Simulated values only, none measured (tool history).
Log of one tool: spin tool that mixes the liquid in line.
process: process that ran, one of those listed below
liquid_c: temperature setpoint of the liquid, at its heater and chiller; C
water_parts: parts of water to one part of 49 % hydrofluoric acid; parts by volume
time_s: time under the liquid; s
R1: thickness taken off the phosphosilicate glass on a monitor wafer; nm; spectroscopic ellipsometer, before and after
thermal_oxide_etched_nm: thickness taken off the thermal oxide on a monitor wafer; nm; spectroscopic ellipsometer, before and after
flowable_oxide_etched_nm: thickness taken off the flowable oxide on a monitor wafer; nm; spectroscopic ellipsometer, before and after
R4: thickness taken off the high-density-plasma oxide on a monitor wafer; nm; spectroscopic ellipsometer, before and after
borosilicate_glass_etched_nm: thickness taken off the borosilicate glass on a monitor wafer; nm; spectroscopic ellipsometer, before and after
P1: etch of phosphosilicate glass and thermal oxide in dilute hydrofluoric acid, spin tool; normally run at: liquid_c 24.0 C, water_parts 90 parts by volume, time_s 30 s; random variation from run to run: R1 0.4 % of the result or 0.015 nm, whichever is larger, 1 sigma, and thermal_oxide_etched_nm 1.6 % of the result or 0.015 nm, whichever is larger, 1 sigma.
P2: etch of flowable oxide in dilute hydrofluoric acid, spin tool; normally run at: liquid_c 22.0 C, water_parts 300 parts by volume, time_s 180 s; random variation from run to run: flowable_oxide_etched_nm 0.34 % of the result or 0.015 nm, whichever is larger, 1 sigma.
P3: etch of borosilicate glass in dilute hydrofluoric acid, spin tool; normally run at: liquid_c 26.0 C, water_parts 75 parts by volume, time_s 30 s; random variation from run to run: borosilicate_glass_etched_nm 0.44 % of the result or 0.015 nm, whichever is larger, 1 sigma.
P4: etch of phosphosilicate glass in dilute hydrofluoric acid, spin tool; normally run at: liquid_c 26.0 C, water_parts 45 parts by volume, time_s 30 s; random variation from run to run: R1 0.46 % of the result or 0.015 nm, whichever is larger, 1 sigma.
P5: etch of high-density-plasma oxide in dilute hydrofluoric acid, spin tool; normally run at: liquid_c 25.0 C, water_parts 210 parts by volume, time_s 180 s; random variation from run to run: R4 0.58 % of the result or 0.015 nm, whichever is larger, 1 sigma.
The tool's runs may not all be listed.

run 1 hour=11.3 | process=P1 liquid_c=24.0 water_parts=90 time_s=30 | R1=28.727 thermal_oxide_etched_nm=1.53300
run 2 hour=19.4 | process=P2 liquid_c=22.0 water_parts=300 time_s=180 | flowable_oxide_etched_nm=15.093
run 3 hour=30.6 | process=P4 liquid_c=26.0 water_parts=45 time_s=30 | R1=91.459
run 4 hour=41.6 | process=P4 liquid_c=26.0 water_parts=75 time_s=30 | R1=52.555
run 5 hour=56.3 | process=P1 liquid_c=24.0 water_parts=90 time_s=30 | R1=28.660 thermal_oxide_etched_nm=1.55370
run 6 hour=66.4 | process=P1 liquid_c=29.5 water_parts=90 time_s=15 | R1=17.840 thermal_oxide_etched_nm=0.95256
run 7 hour=76.2 | process=P5 liquid_c=25.0 water_parts=210 time_s=180 | R4=6.1290
run 8 hour=89.9 | process=P1 liquid_c=24.0 water_parts=160 time_s=30 | R1=14.833 thermal_oxide_etched_nm=0.80506
-- hour=91.1 hydrofluoric acid flow meter replaced
run 9 hour=101.0 | process=P1 liquid_c=24.0 water_parts=20 time_s=30 | R1=141.360 thermal_oxide_etched_nm=7.52600
run 10 hour=109.3 | process=P1 liquid_c=30.5 water_parts=25 time_s=30 | R1=146.540 thermal_oxide_etched_nm=7.92380
run 11 hour=124.5 | process=P3 liquid_c=26.0 water_parts=75 time_s=60 | borosilicate_glass_etched_nm=26.8970
run 12 hour=139.4 | process=P5 liquid_c=29.0 water_parts=210 time_s=180 | R4=6.9507
run 13 hour=152.9 | process=P1 liquid_c=24.0 water_parts=90 time_s=30 | R1=28.814 thermal_oxide_etched_nm=1.59520
run 14 hour=162.7 | process=P2 liquid_c=22.0 water_parts=60 time_s=180 | flowable_oxide_etched_nm=97.031
run 15 hour=177.4 | process=P3 liquid_c=26.0 water_parts=140 time_s=30 | borosilicate_glass_etched_nm=6.6363
-- hour=184.7 thermometer replaced
run 16 hour=189.6 | process=P4 liquid_c=22.0 water_parts=45 time_s=30 | R1=77.928
run 17 hour=205.1 | process=P1 liquid_c=31.0 water_parts=90 time_s=30 | R1=37.672 thermal_oxide_etched_nm=2.10920
run 18 hour=212.2 | process=P1 liquid_c=29.0 water_parts=90 time_s=15 | R1=17.533 thermal_oxide_etched_nm=0.93586
run 19 hour=227.4 | process=P5 liquid_c=25.0 water_parts=370 time_s=180 | R4=2.9532
run 20 hour=240.2 | process=P4 liquid_c=26.0 water_parts=45 time_s=30 | R1=91.873
run 21 hour=254.9 | process=P2 liquid_c=22.0 water_parts=300 time_s=180 | flowable_oxide_etched_nm=15.054
run 22 hour=262.7 | process=P3 liquid_c=26.0 water_parts=75 time_s=30 | borosilicate_glass_etched_nm=13.2960
run 23 hour=277.0 | process=P1 liquid_c=24.0 water_parts=90 time_s=30 | R1=28.782 thermal_oxide_etched_nm=1.51530
run 24 hour=290.0 | process=P3 liquid_c=22.0 water_parts=75 time_s=30 | borosilicate_glass_etched_nm=11.5240
run 25 hour=301.1 | process=P1 liquid_c=20.0 water_parts=90 time_s=30 | R1=24.465 thermal_oxide_etched_nm=1.30140
run 26 hour=308.5 | process=P1 liquid_c=24.0 water_parts=90 time_s=65 | R1=62.272 thermal_oxide_etched_nm=3.38000
run 27 hour=316.6 | process=P2 liquid_c=22.0 water_parts=300 time_s=270 | flowable_oxide_etched_nm=22.570
run 28 hour=326.8 | process=P5 liquid_c=25.0 water_parts=210 time_s=325 | R4=10.9540
run 29 hour=335.9 | process=P2 liquid_c=29.0 water_parts=300 time_s=180 | flowable_oxide_etched_nm=19.052
run 30 hour=343.4 | process=P4 liquid_c=26.0 water_parts=45 time_s=55 | R1=168.740
run 31 hour=352.9 | process=P1 liquid_c=24.0 water_parts=90 time_s=15 | R1=14.332 thermal_oxide_etched_nm=0.80106
run 32 hour=367.2 | process=P1 liquid_c=24.0 water_parts=90 time_s=30 | R1=28.576 thermal_oxide_etched_nm=1.53290
run 33 hour=379.9 | process=P1 liquid_c=24.0 water_parts=90 time_s=30 | R1=29.656 thermal_oxide_etched_nm=1.68320
run 34 hour=387.5 | process=P1 liquid_c=24.0 water_parts=90 time_s=30 | R1=30.331 thermal_oxide_etched_nm=1.62140
run 35 hour=395.0 | process=P1 liquid_c=24.0 water_parts=90 time_s=30 | R1=30.518 thermal_oxide_etched_nm=1.61850

Run 36 comes next. What will it give?
run 36 hour=404.0 | process=P1 liquid_c=24.0 water_parts=90 time_s=30 | R1=? thermal_oxide_etched_nm=?

Run 36 gave R1 30.857 nm, thermal_oxide_etched_nm 1.65180 nm.
